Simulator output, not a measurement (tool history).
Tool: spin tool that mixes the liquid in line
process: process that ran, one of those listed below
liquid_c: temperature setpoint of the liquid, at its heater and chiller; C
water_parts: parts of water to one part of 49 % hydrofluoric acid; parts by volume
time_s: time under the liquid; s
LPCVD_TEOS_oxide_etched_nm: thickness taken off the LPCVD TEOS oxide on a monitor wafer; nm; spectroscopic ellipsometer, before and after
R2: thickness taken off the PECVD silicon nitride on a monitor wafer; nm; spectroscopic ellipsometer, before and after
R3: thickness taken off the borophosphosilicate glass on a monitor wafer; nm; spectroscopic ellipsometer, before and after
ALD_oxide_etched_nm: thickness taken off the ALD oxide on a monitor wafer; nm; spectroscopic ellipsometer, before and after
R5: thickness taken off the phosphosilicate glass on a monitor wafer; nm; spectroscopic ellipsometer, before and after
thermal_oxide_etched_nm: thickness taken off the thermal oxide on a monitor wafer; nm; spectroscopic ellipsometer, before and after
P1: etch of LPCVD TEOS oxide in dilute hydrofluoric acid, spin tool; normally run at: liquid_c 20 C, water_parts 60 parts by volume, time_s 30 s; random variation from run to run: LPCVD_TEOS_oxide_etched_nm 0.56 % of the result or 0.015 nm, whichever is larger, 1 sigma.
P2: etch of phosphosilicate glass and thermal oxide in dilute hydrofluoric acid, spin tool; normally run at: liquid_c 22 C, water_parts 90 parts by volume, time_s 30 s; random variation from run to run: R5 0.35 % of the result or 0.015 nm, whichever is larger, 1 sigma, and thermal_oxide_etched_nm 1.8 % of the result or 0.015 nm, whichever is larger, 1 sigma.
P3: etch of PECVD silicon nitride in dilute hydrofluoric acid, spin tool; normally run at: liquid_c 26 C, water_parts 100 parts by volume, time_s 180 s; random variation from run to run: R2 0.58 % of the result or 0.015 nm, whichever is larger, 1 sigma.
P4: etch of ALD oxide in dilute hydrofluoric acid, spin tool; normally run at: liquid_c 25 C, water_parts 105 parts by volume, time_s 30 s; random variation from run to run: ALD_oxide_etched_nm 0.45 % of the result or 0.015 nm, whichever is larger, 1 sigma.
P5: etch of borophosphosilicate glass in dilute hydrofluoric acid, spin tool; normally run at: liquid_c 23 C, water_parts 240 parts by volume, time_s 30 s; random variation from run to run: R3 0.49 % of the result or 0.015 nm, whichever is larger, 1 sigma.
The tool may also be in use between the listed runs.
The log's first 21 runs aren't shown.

run 22 hour=283.8 | process=P1 liquid_c=25.5 water_parts=30 time_s=30 | LPCVD_TEOS_oxide_etched_nm=64.414
run 23 hour=300.3 | process=P1 liquid_c=20 water_parts=60 time_s=30 | LPCVD_TEOS_oxide_etched_nm=24.544
run 24 hour=314.6 | process=P2 liquid_c=17 water_parts=90 time_s=30 | R5=21.409 thermal_oxide_etched_nm=1.1483
run 25 hour=324.9 | process=P5 liquid_c=23 water_parts=240 time_s=30 | R3=6.8719
run 26 hour=337.5 | process=P1 liquid_c=17 water_parts=60 time_s=30 | LPCVD_TEOS_oxide_etched_nm=21.667
run 27 hour=355.1 | process=P2 liquid_c=22 water_parts=90 time_s=15 | R5=13.184 thermal_oxide_etched_nm=0.68886
run 28 hour=367.9 | process=P4 liquid_c=25 water_parts=165 time_s=30 | ALD_oxide_etched_nm=3.9463
run 29 hour=385.4 | process=P1 liquid_c=26 water_parts=60 time_s=30 | LPCVD_TEOS_oxide_etched_nm=31.334
run 30 hour=397.9 | process=P1 liquid_c=17 water_parts=60 time_s=15 | LPCVD_TEOS_oxide_etched_nm=10.889
run 31 hour=416.3 | process=P3 liquid_c=26 water_parts=100 time_s=180 | R2=5.1274

Run 32 comes next. What will it give?
run 32 hour=426 | process=P1 liquid_c=23.5 water_parts=60 time_s=55 | LPCVD_TEOS_oxide_etched_nm=?

Run 32 gave LPCVD_TEOS_oxide_etched_nm 51.753 nm.
